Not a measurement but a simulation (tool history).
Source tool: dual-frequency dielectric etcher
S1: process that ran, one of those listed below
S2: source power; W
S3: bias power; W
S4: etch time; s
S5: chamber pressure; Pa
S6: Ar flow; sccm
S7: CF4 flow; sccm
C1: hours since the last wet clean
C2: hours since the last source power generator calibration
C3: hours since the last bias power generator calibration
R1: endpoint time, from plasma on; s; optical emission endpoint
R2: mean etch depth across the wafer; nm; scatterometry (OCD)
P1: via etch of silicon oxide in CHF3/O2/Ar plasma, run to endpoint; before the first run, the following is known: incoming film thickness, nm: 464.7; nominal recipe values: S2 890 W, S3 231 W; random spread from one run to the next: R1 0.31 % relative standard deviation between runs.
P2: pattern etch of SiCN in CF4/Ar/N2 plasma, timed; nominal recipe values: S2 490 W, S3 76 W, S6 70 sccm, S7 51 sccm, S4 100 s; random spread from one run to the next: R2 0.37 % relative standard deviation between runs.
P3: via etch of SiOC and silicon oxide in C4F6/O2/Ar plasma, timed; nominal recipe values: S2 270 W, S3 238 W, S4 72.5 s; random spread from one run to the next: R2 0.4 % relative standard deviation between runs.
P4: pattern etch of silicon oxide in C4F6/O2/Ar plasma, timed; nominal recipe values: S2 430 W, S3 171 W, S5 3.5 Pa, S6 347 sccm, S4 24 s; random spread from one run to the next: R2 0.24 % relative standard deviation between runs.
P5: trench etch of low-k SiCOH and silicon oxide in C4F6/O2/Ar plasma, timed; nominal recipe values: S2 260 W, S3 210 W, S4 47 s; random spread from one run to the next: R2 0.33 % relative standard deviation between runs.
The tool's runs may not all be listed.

run,hour,S1,S2,S3,S4,S5,S6,S7,C1,C2,C3,R1,R2
1,8.8,P1,890,231,,,,,260.8,996.9,1422,183.88,
2,24.4,P3,180,238,72.5,,,,276.4,1012.5,1437.6,,64.617
3,34.4,P5,260,210,47,,,,286.4,1022.5,1447.6,,136.67
4,46.7,P4,430,209,24,3.5,347,,298.7,1034.8,1459.9,,81.48
5,56.6,P4,430,171,24,4.3,347,,308.6,1044.7,1469.8,,74.261
6,72.4,P4,430,171,24,3.5,218,,324.4,1060.5,1485.6,,80.247
7,84.2,P4,430,171,35,3.5,347,,336.2,1072.3,1497.4,,111.46
8,99.5,P2,490,76,100,,70,51,351.5,1087.6,1512.7,,95.322
9,108.7,P1,890,273,,,,,360.7,1096.8,1521.9,172.95,
10,122.4,P1,890,231,,,,,374.4,1110.5,1535.6,184.22,
11,134.1,P1,890,231,,,,,386.1,1122.2,1547.3,183.32,
12,147.6,P4,260,171,24,3.5,347,,399.6,1135.7,1560.8,,62.679
13,162.3,P1,630,172,,,,,414.3,1150.4,1575.5,233.08,
14,170.5,P5,260,124,47,,,,422.5,1158.6,1583.7,,115.15
15,182.7,P1,600,231,,,,,434.7,1170.8,1595.9,214.14,
16,194.8,P1,570,155,,,,,446.8,1182.9,1608,249.97,
17,207.5,P1,1190,231,,,,,459.5,1195.6,1620.7,163.95,
18,223.2,P1,890,231,,,,,475.2,1211.3,1636.4,183.33,
19,238,P2,490,54,100,,70,51,490,1226.1,1651.2,,84.253
20,250.1,P2,490,76,78,,70,51,502.1,1238.2,1663.3,,73.912
21,264.3,P3,270,238,72.5,,,,516.3,1252.4,1677.5,,75.637
# hour 269.3: bias power generator calibrated
22,274.8,P2,580,76,100,,70,51,526.8,1262.9,5.5,,109.82
23,289,P3,270,238,72.5,,,,541,1277.1,19.7,,75.774
24,297.2,P5,180,210,47,,,,549.2,1285.3,27.9,,118.2
25,304.2,P3,270,238,98,,,,556.2,1292.3,34.9,,102.18
26,317.2,P3,270,150,72.5,,,,569.2,1305.3,47.9,,65.244
27,328.5,P1,890,231,,,,,580.5,1316.6,59.2,183.83,
28,344,P1,890,144,,,,,596,1332.1,74.7,214.75,
29,357.1,P5,260,210,47,,,,609.1,1345.2,87.8,,136.13
30,369.7,P1,890,231,,,,,621.7,1357.8,100.4,183.71,
31,385.4,P2,490,76,100,,70,51,637.4,1373.5,116.1,,95.189
32,399.5,P5,260,210,63,,,,651.5,1387.6,130.2,,181.64
33,412.9,P1,640,148,,,,,664.9,1401,143.6,242.46,

Forecast run 34:
34,425.1,P2,490,76,100,,70,70,677.1,1413.2,155.8,,?

Logged for run 34: R2 99.547 nm.
